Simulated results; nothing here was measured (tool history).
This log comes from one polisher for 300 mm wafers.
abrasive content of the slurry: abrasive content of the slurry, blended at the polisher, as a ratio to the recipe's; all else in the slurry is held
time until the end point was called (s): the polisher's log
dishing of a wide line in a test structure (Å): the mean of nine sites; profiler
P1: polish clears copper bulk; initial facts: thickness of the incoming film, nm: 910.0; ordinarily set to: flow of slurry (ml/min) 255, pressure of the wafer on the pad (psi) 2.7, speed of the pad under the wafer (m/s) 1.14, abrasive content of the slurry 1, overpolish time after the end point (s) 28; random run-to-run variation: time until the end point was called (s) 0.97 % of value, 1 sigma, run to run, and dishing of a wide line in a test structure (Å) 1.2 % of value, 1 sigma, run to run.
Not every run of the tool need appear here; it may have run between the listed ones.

| run | hour | flow of slurry (ml/min) | pressure of the wafer on the pad (psi) | speed of the pad under the wafer (m/s) | abrasive content of the slurry | overpolish time after the end point (s) | time until the end point was called (s) | dishing of a wide line in a test structure (Å) |
|---|---|---|---|---|---|---|---|---|
| 1 | 8.7 | 255 | 2.7 | 1.14 | 1 | 28 | 104.04 | 674.2 |
| 2 | 18.1 | 255 | 2.7 | 1.14 | 0.5 | 28 | 119.27 | 664.28 |
| 3 | 25.9 | 255 | 4.2 | 1.14 | 1 | 28 | 66.245 | 739.98 |
| 4 | 35.7 | 255 | 2.7 | 1.14 | 1 | 28 | 102.92 | 664.99 |
| 5 | 49.5 | 255 | 2.7 | 1.6 | 1 | 11 | 73.329 | 567.52 |
| 6 | 60.1 | 255 | 2.7 | 1.14 | 1 | 51 | 102.44 | 722.35 |
| 7 | 73.5 | 255 | 2.7 | 0.7 | 1 | 28 | 166.63 | 591.1 |
| 8 | 82.9 | 255 | 2.7 | 1.14 | 1 | 11 | 101.55 | 478 |
| 9 | 91.3 | 375 | 2.7 | 1.14 | 1 | 28 | 99.996 | 665.75 |
| 10 | 105.2 | 255 | 2.7 | 0.74 | 0.8 | 28 | 166.95 | 586.37 |
| 11 | 117.7 | 155 | 2.7 | 1.14 | 1 | 28 | 111.16 | 670.84 |
| 12 | 126.8 | 255 | 2.7 | 1.6 | 1 | 28 | 72.957 | 686.56 |
| 13 | 135 | 255 | 2.7 | 1.14 | 1.4 | 28 | 94.759 | 679.81 |
| 14 | 144.7 | 255 | 2.7 | 1.14 | 1 | 28 | 104.32 | 663.23 |
| 15 | 151.8 | 255 | 2.7 | 1.14 | 1 | 28 | 103.02 | 668.14 |
| 16 | 162.5 | 255 | 1.3 | 1.14 | 1 | 28 | 213.62 | 479.87 |
| 17 | 171.5 | 255 | 2.7 | 1.14 | 1 | 28 | 102.44 | 651.08 |
| 18 | 180.4 | 255 | 2.7 | 1.14 | 1 | 28 | 100.46 | 668.39 |
| 19 | 193.9 | 255 | 2.7 | 1.14 | 1 | 28 | 104.15 | 666.35 |
| 20 | 202.8 | 255 | 2.7 | 1.14 | 1 | 28 | 106.88 | 676.2 |
| 21 | 217.9 | 255 | 2.7 | 1.14 | 1 | 28 | 108.17 | 667.14 |
| 22 | 230.3 | 255 | 2.7 | 1.14 | 1 | 28 | 109 | 663.89 |
| 23 | 239 | 255 | 2.7 | 1.14 | 1 | 28 | 108.92 | 665.53 |

Run 24, settings as shown, results not yet in. Your forecast:
|  | 247.1 | slurry blender recalibrated |
|  | 249 | head pressure recalibrated |
| 24 | 250.4 | 255 | 2.7 | 1.14 | 1 | 28 | ? | ? |

Run 24 came out at time until the end point was called (s) 111.27, dishing of a wide line in a test structure (Å) 675.82.
